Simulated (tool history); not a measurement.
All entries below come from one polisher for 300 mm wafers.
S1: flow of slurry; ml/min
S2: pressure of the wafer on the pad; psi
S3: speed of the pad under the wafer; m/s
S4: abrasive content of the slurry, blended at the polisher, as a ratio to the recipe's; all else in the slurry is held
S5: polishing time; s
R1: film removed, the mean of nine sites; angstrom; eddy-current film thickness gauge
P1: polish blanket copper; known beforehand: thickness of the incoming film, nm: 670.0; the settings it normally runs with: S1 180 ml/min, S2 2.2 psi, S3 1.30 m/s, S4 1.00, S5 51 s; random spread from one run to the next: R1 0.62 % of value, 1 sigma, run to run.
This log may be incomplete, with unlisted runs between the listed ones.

run,hour,S1,S2,S3,S4,S5,R1
1,5.3,180,2.2,1.30,1.00,51,1498.90
2,10.0,180,2.2,1.30,1.00,51,1499.90
3,14.2,180,2.2,1.30,1.00,51,1509.40
4,19.0,180,1.3,1.30,1.00,51,900.16
5,24.4,180,2.2,1.30,1.00,51,1501.10
6,28.0,180,2.2,2.06,1.00,51,2398.00
7,32.8,180,2.2,0.82,1.00,51,943.87
8,35.3,180,2.2,1.30,1.00,68,2033.60
9,40.9,180,2.2,0.82,1.25,51,996.81
# hour 44.6: head pressure recalibrated
10,45.9,180,1.6,2.02,1.00,51,1696.30
11,50.2,180,2.2,1.30,1.00,38,1126.60
12,53.7,180,1.0,1.30,1.00,71,951.15
13,57.7,180,2.2,1.30,0.55,51,1330.40
14,62.0,180,3.2,1.30,1.00,51,2228.30
# hour 65.1: slurry nozzle cleaned
15,67.0,180,2.2,1.30,1.25,51,1577.10
16,70.7,110,2.2,1.30,1.00,51,1373.70
17,75.9,280,2.2,1.30,1.00,51,1594.40
18,78.6,180,2.2,1.30,1.00,51,1496.30
19,84.1,180,2.2,1.30,1.00,51,1469.10
20,89.0,180,2.2,1.30,1.00,51,1444.80
21,93.9,180,2.2,1.30,1.00,51,1442.80
22,99.0,180,2.2,1.30,1.00,51,1412.10
23,103.5,180,2.2,1.30,1.00,51,1392.80
# hour 105.1: slurry blender recalibrated
24,106.0,180,2.2,1.30,1.00,51,1423.30
# hour 107.5: worn pad replaced by a new one
25,111.3,180,2.2,1.30,1.00,51,1399.50
26,114.9,180,2.2,1.30,1.00,51,1415.40
27,119.2,180,2.2,1.30,1.00,51,1404.30
28,121.8,180,2.2,1.30,1.00,51,1400.00

Compared with where it was, what P1 gives has crept away. Each cause listed below fits the log as well as the rest, at the size given for it:
A: slurry flow missing at the pad, % = 34
B: head's pressure below its setpoint, % = 7.12
The onset of the drift is placed at about hour 78.6.
Every other cause this tool's parts could produce, and why it does not fit the log:
removal rate lost through wear of the pad, %: serviced after onset, at hour 107.5, with no recovery of the prior output
abrasive missing from the slurry, %: serviced after onset, at hour 105.1, with no recovery of the prior output

You are offered 4 check runs, listed below with question marks in place of their results; each one averages 2 wafers. Which run separates the listed causes by giving clearly different results for each?
check 1,124.4,180,1.7,1.30,1.20,51,?
check 2,124.4,180,2.2,1.30,0.75,51,?
check 3,124.4,180,2.2,1.30,0.70,51,?
check 4,124.4,110,2.2,1.30,1.00,51,?

Outcome of each check run for each possible cause:
check,result,if A,if B
check 1,R1,1125.80,1125.70
check 2,R1,1318.20,1318.10
check 3,R1,1299.60,1299.50
check 4,R1,1227.70,1278.90
Smallest distance between any two causes, each pair judged by its most separating result, in per cent: check 1 0.01 %; check 2 0.01 %; check 3 0.01 %; check 4 4.08 %
Check 4 distinguishes between the causes, while the remaining checks would return nearly the same result for all of them.

Here is what check 4 returned: R1 1223.60 angstrom. Which cause is it?

It was cause A: slurry flow missing at the pad, %.
